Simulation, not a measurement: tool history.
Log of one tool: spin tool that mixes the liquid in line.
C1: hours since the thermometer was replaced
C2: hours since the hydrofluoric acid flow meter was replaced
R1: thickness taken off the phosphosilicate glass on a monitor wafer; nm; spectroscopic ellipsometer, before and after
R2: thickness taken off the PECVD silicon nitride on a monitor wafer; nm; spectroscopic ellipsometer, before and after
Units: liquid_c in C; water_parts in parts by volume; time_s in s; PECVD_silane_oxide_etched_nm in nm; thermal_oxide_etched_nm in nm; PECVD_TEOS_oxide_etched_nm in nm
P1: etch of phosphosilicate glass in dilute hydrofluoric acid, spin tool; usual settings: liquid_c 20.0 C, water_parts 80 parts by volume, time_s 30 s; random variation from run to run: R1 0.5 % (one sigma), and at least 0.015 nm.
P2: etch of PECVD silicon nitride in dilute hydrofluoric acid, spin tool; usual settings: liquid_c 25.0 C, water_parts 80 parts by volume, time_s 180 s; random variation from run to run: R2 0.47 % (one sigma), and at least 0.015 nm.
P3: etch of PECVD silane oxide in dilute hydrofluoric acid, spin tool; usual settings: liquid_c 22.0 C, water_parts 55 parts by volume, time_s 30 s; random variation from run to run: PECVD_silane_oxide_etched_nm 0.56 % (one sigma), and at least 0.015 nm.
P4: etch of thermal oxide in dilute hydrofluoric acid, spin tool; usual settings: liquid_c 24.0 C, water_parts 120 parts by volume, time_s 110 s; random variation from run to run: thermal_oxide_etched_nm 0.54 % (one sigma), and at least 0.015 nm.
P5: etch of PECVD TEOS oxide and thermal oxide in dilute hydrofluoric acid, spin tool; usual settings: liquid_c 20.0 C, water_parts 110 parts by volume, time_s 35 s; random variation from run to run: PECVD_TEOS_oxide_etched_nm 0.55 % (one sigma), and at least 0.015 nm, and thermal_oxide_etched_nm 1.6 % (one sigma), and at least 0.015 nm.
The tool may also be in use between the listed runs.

{"run": 1, "hour": 3.1, "process": "P1", "liquid_c": 20.0, "water_parts": 80, "time_s": 30, "C1": 837.9, "C2": 608.0, "R1": 41.45}
{"run": 2, "hour": 5.6, "process": "P1", "liquid_c": 20.0, "water_parts": 80, "time_s": 30, "C1": 840.4, "C2": 610.5, "R1": 41.476}
{"run": 3, "hour": 10.0, "process": "P1", "liquid_c": 20.0, "water_parts": 80, "time_s": 45, "C1": 844.8, "C2": 614.9, "R1": 61.636}
{"run": 4, "hour": 13.2, "process": "P2", "liquid_c": 25.0, "water_parts": 80, "time_s": 180, "C1": 848.0, "C2": 618.1, "R2": 5.7203}
{"run": 5, "hour": 17.8, "process": "P3", "liquid_c": 22.0, "water_parts": 80, "time_s": 30, "C1": 852.6, "C2": 622.7, "PECVD_silane_oxide_etched_nm": 15.411}
{"run": 6, "hour": 20.8, "process": "P4", "liquid_c": 24.0, "water_parts": 120, "time_s": 180, "C1": 855.6, "C2": 625.7, "thermal_oxide_etched_nm": 7.0437}
{"run": 7, "hour": 25.6, "process": "P1", "liquid_c": 20.0, "water_parts": 140, "time_s": 30, "C1": 860.4, "C2": 630.5, "R1": 21.946}
{"run": 8, "hour": 29.7, "process": "P4", "liquid_c": 18.0, "water_parts": 120, "time_s": 110, "C1": 864.5, "C2": 634.6, "thermal_oxide_etched_nm": 3.4377}
{"run": 9, "hour": 32.7, "process": "P5", "liquid_c": 20.0, "water_parts": 110, "time_s": 35, "C1": 867.5, "C2": 637.6, "thermal_oxide_etched_nm": 1.2644, "PECVD_TEOS_oxide_etched_nm": 4.3493}
{"run": 10, "hour": 35.7, "process": "P3", "liquid_c": 22.0, "water_parts": 55, "time_s": 30, "C1": 870.5, "C2": 640.6, "PECVD_silane_oxide_etched_nm": 22.846}
{"run": 11, "hour": 41.2, "process": "P2", "liquid_c": 25.0, "water_parts": 80, "time_s": 30, "C1": 876.0, "C2": 646.1, "R2": 0.95231}
{"run": 12, "hour": 44.8, "process": "P5", "liquid_c": 24.5, "water_parts": 110, "time_s": 35, "C1": 879.6, "C2": 649.7, "thermal_oxide_etched_nm": 1.521, "PECVD_TEOS_oxide_etched_nm": 5.244}
{"run": 13, "hour": 49.1, "process": "P1", "liquid_c": 24.0, "water_parts": 80, "time_s": 30, "C1": 883.9, "C2": 654.0, "R1": 48.908}
{"run": 14, "hour": 52.9, "process": "P1", "liquid_c": 17.0, "water_parts": 80, "time_s": 30, "C1": 887.7, "C2": 657.8, "R1": 36.47}
{"run": 15, "hour": 57.6, "process": "P1", "liquid_c": 20.0, "water_parts": 80, "time_s": 30, "C1": 892.4, "C2": 662.5, "R1": 41.071}
{"run": 16, "hour": 62.7, "process": "P1", "liquid_c": 17.0, "water_parts": 80, "time_s": 15, "C1": 897.5, "C2": 667.6, "R1": 18.261}
{"run": 17, "hour": 68.1, "process": "P1", "liquid_c": 20.0, "water_parts": 45, "time_s": 30, "C1": 902.9, "C2": 673.0, "R1": 76.656}
{"run": 18, "hour": 73.3, "process": "P3", "liquid_c": 22.0, "water_parts": 55, "time_s": 30, "C1": 908.1, "C2": 678.2, "PECVD_silane_oxide_etched_nm": 22.881}
{"run": 19, "hour": 76.4, "process": "P1", "liquid_c": 20.0, "water_parts": 80, "time_s": 30, "C1": 911.2, "C2": 681.3, "R1": 41.272}
{"run": 20, "hour": 81.7, "process": "P1", "liquid_c": 17.0, "water_parts": 110, "time_s": 30, "C1": 916.5, "C2": 686.6, "R1": 25.458}
{"run": 21, "hour": 86.7, "process": "P5", "liquid_c": 20.0, "water_parts": 200, "time_s": 35, "C1": 921.5, "C2": 691.6, "thermal_oxide_etched_nm": 0.64818, "PECVD_TEOS_oxide_etched_nm": 2.1811}
{"run": 22, "hour": 92.2, "process": "P3", "liquid_c": 29.0, "water_parts": 55, "time_s": 30, "C1": 927.0, "C2": 697.1, "PECVD_silane_oxide_etched_nm": 30.755}
{"run": 23, "hour": 95.5, "process": "P2", "liquid_c": 25.0, "water_parts": 140, "time_s": 180, "C1": 930.3, "C2": 700.4, "R2": 3.275}
{"run": 24, "hour": 98.5, "process": "P2", "liquid_c": 25.0, "water_parts": 80, "time_s": 180, "C1": 933.3, "C2": 703.4, "R2": 5.6965}
{"run": 25, "hour": 101.5, "process": "P3", "liquid_c": 22.0, "water_parts": 55, "time_s": 15, "C1": 936.3, "C2": 706.4, "PECVD_silane_oxide_etched_nm": 11.455}
{"run": 26, "hour": 105.0, "process": "P4", "liquid_c": 24.0, "water_parts": 120, "time_s": 110, "C1": 939.8, "C2": 709.9, "thermal_oxide_etched_nm": 4.3138}
{"run": 27, "hour": 110.2, "process": "P1", "liquid_c": 20.0, "water_parts": 80, "time_s": 30, "C1": 945.0, "C2": 715.1, "R1": 41.442}
{"run": 28, "hour": 115.6, "process": "P1", "liquid_c": 20.0, "water_parts": 80, "time_s": 15, "C1": 950.4, "C2": 720.5, "R1": 20.72}
{"run": 29, "hour": 120.9, "process": "P5", "liquid_c": 20.0, "water_parts": 110, "time_s": 55, "C1": 955.7, "C2": 725.8, "thermal_oxide_etched_nm": 1.9934, "PECVD_TEOS_oxide_etched_nm": 6.9186}
{"run": 30, "hour": 123.7, "process": "P4", "liquid_c": 24.0, "water_parts": 50, "time_s": 110, "C1": 958.5, "C2": 728.6, "thermal_oxide_etched_nm": 11.349}
{"run": 31, "hour": 126.3, "process": "P2", "liquid_c": 20.5, "water_parts": 80, "time_s": 180, "C1": 961.1, "C2": 731.2, "R2": 4.2404}
{"run": 32, "hour": 131.1, "process": "P1", "liquid_c": 20.0, "water_parts": 80, "time_s": 30, "C1": 965.9, "C2": 736.0, "R1": 41.319}
{"run": 33, "hour": 135.2, "process": "P1", "liquid_c": 20.0, "water_parts": 80, "time_s": 30, "C1": 970.0, "C2": 740.1, "R1": 42.21}
{"run": 34, "hour": 140.7, "process": "P1", "liquid_c": 20.0, "water_parts": 80, "time_s": 30, "C1": 975.5, "C2": 745.6, "R1": 44.013}
{"run": 35, "hour": 146.1, "process": "P1", "liquid_c": 20.0, "water_parts": 80, "time_s": 30, "C1": 980.9, "C2": 751.0, "R1": 44.547}
{"run": 36, "hour": 151.6, "process": "P1", "liquid_c": 20.0, "water_parts": 80, "time_s": 30, "C1": 986.4, "C2": 756.5, "R1": 44.614}
{"run": 37, "hour": 155.9, "process": "P1", "liquid_c": 20.0, "water_parts": 80, "time_s": 30, "C1": 990.7, "C2": 760.8, "R1": 44.733}
{"run": 38, "hour": 160.9, "process": "P1", "liquid_c": 20.0, "water_parts": 80, "time_s": 30, "C1": 995.7, "C2": 765.8, "R1": 45.226}
{"run": 39, "hour": 165.6, "process": "P1", "liquid_c": 20.0, "water_parts": 80, "time_s": 30, "C1": 1000.4, "C2": 770.5, "R1": 45.495}
{"run": 40, "hour": 169.2, "process": "P1", "liquid_c": 20.0, "water_parts": 80, "time_s": 30, "C1": 1004.0, "C2": 774.1, "R1": 44.941}
{"run": 41, "hour": 173.5, "process": "P1", "liquid_c": 20.0, "water_parts": 80, "time_s": 30, "C1": 1008.3, "C2": 778.4, "R1": 45.347}

What P1 gives has crept away from where it was. These 2 causes fit the log equally well, each at the size given:
A: hydrofluoric acid flow above the setpoint (%) = 8.73
B: liquid hotter than its thermometer reads (K) = 2.21
The creep began at about hour 131.1.

4 check runs are offered, one wafer each, their results left as question marks. Which one tells the causes apart?
{"run": "check 1", "hour": 177.8, "process": "P4", "liquid_c": 18.5, "water_parts": 120, "time_s": 110, "thermal_oxide_etched_nm": "?"}
{"run": "check 2", "hour": 177.8, "process": "P2", "liquid_c": 25.0, "water_parts": 125, "time_s": 180, "R2": "?"}
{"run": "check 3", "hour": 177.8, "process": "P5", "liquid_c": 23.0, "water_parts": 180, "time_s": 35, "thermal_oxide_etched_nm": "?", "PECVD_TEOS_oxide_etched_nm": "?"}
{"run": "check 4", "hour": 177.8, "process": "P3", "liquid_c": 26.0, "water_parts": 55, "time_s": 15, "PECVD_silane_oxide_etched_nm": "?"}

What each check would give under each cause:
check=check_1 result=thermal_oxide_etched_nm if_A=3.82270 if_B=3.80800
check=check_2 result=R2 if_A=3.99650 if_B=4.23720
check=check_3 result=thermal_oxide_etched_nm if_A=0.89611 if_B=0.88128
check=check_3 result=PECVD_TEOS_oxide_etched_nm if_A=3.0742 if_B=3.0234
check=check_4 result=PECVD_silane_oxide_etched_nm if_A=14.836 if_B=14.813
How far apart the two closest causes lie, in the result that separates them most: check 1 0.39 %; check 2 5.85 %; check 3 1.67 %; check 4 0.16 %
Only check 2 tells the causes apart: in the others they would give nearly the same result.

Check 2 was then run and gave: R2 4.00830 nm. Which cause is it?

It is A: hydrofluoric acid flow above the setpoint (%).
